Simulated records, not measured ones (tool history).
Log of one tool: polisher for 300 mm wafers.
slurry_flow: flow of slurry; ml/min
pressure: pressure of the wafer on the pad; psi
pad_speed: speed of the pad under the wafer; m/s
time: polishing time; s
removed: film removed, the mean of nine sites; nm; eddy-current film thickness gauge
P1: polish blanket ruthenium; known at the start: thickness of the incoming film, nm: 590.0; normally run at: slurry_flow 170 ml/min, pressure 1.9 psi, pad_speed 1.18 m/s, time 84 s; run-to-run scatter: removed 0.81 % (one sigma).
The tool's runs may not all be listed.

| run | hour | slurry_flow | pressure | pad_speed | time | removed |
|---|---|---|---|---|---|---|
| 1 | 6.3 | 170 | 1.9 | 1.18 | 84 | 101.380 |
| 2 | 10.9 | 170 | 1.9 | 1.18 | 84 | 102.180 |
| 3 | 17.4 | 170 | 1.9 | 1.54 | 84 | 132.880 |
| 4 | 21.3 | 170 | 1.9 | 1.18 | 84 | 101.820 |
| 5 | 25.1 | 170 | 1.9 | 1.68 | 57 | 97.527 |
| 6 | 30.8 | 170 | 1.9 | 1.18 | 84 | 101.120 |
| 7 | 34.2 | 225 | 1.9 | 1.18 | 84 | 106.540 |
| 8 | 39.9 | 170 | 0.9 | 1.18 | 84 | 48.929 |
| 9 | 43.1 | 255 | 1.9 | 0.68 | 84 | 61.793 |
| 10 | 49.2 | 170 | 1.9 | 1.18 | 108 | 130.710 |
| 11 | 53.2 | 170 | 1.9 | 0.64 | 84 | 55.972 |
| 12 | 59.6 | 170 | 3.0 | 1.18 | 84 | 160.730 |
| 13 | 64.5 | 170 | 1.9 | 1.18 | 84 | 103.370 |
| 14 | 68.9 | 100 | 1.9 | 1.18 | 84 | 91.226 |
| 15 | 71.8 | 170 | 1.9 | 1.18 | 38 | 46.268 |
| 16 | 77.6 | 170 | 1.9 | 1.18 | 84 | 102.460 |
| 17 | 82.6 | 170 | 1.9 | 1.18 | 84 | 99.800 |
| 18 | 85.4 | 170 | 1.9 | 1.18 | 84 | 98.945 |
| 19 | 91.6 | 170 | 1.9 | 1.18 | 84 | 95.578 |
| 20 | 96.1 | 170 | 1.9 | 1.18 | 84 | 96.314 |
|  | 102.5 | head pressure recalibrated |
| 21 | 102.6 | 170 | 1.9 | 1.18 | 84 | 93.016 |
| 22 | 107.4 | 170 | 1.9 | 1.18 | 84 | 91.821 |
| 23 | 112.9 | 170 | 1.9 | 1.18 | 84 | 94.459 |
| 24 | 118.3 | 170 | 1.9 | 1.18 | 84 | 90.926 |

What P1 gives has crept away from where it was. These 2 causes fit the log equally well, each at the size given:
A: slurry flow missing at the pad, % = 38.4
B: removal rate lost through wear of the pad, % = 8.94
The creep began at about hour 77.6.
Why every other cause is out:
head's pressure below its setpoint, %: serviced at hour 102.5, which brought nothing back

4 check runs are offered, each on 2 wafers whose results are averaged, their results left as question marks. Which one tells the causes apart?
| check 1 | 123.7 | 170 | 1.9 | 1.50 | 84 | ? |
| check 2 | 123.7 | 170 | 1.0 | 1.18 | 84 | ? |
| check 3 | 123.7 | 170 | 1.5 | 1.18 | 84 | ? |
| check 4 | 123.7 | 100 | 1.9 | 1.18 | 56 | ? |

What each check would give under each cause:
| check | result | if A | if B |
|---|---|---|---|
| check 1 | removed | 117.610 | 117.610 |
| check 2 | removed | 48.695 | 48.693 |
| check 3 | removed | 73.043 | 73.039 |
| check 4 | removed | 52.535 | 55.539 |
How far apart the two closest causes lie, in the result that separates them most: check 1 0 %; check 2 0 %; check 3 0 %; check 4 5.56 %
Only check 4 tells the causes apart: in the others they would give nearly the same result.

Check 4 was then run and gave: removed 51.951 nm. Which cause is it?

It is A: slurry flow missing at the pad, %.
